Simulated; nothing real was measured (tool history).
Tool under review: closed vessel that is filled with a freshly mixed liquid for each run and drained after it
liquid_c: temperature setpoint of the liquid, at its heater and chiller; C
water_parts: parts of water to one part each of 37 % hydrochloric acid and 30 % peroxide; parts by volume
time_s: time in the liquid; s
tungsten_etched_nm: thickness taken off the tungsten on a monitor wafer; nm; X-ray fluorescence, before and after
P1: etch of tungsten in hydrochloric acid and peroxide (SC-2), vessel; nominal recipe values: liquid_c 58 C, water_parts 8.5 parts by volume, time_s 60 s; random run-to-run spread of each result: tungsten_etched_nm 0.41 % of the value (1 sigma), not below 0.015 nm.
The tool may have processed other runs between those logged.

run   hour  liquid_c  water_parts  time_s  tungsten_etched_nm
  1   12.1        58          8.5      60              42.955
  2   27.5        58          8.5      60              42.856
  3   36.6        58           14      60              28.168
  4   44.1        58            4      60              75.449
  5   56.7        58          8.5      60              42.951
  6   70.9      46.5          8.5      60              20.335
  7   84.7        58          8.5     110               79.06
  8   98.9        71          8.5      60              95.715
  9  114.4        58          8.5      60              42.831
 10    125      46.5          8.5      95              31.936
 11  133.7        58         13.5      30                14.5
 12  141.4        58          8.5      60              43.189
 13  148.9        58          8.5      30              21.608
 14  157.4        58          8.5      60              42.871
 15    169        58          8.5      60              43.139
 16    178        58          8.5      60              42.854
 17  190.9        58          8.5      60               41.62
 18  201.7        58          8.5      60              40.538
 19  210.5        58          8.5      60              40.205
     211.6  -- new drum of peroxide connected
 20  217.9        58          8.5      60              39.756
 21  229.8        58          8.5      60              39.593
 22  244.7        58          8.5      60              39.261
 23  252.4        58          8.5      60               39.37
 24  266.2        58          8.5      60              39.142

P1 no longer gives what it gave before; its output has crept away from where it was. The following 2 causes, each at its listed size, fit the log equally well:
A: chemicals flow below the setpoint (%) = 10.8
B: liquid colder than its thermometer reads (K) = 1.47
The onset of the drift is placed at about hour 178.
Why every other cause is out:
peroxide weaker than its label (%): serviced at hour 211.6, after the drift had started, without restoring the earlier output

The list below offers 4 check runs, each averaging the results of 2 wafers, and shows each result as a question mark. For which of them would the listed causes give clearly different results?
check 1   280        50            4      60                   ?
check 2   280        58          8.5      85                   ?
check 3   280        58           12      85                   ?
check 4   280      64.5          8.5      60                   ?

What every check run would give for each of its results, assuming each possible cause in turn:
  check              result    if A    if B
check 1  tungsten_etched_nm  41.416   40.56
check 2  tungsten_etched_nm  55.533  55.518
check 3  tungsten_etched_nm  41.431  41.639
check 4  tungsten_etched_nm  58.758  58.953
Smallest distance between any two causes, each pair judged by its most separating result, in per cent: check 1 2.09 %; check 2 0.03 %; check 3 0.5 %; check 4 0.33 %
The other checks would show nearly matching results whichever cause is true, so check 1 is the only one that separates the causes.

Check 1 was then run and gave: tungsten_etched_nm 41.609 nm. Which cause is it?

The cause is A: chemicals flow below the setpoint (%).
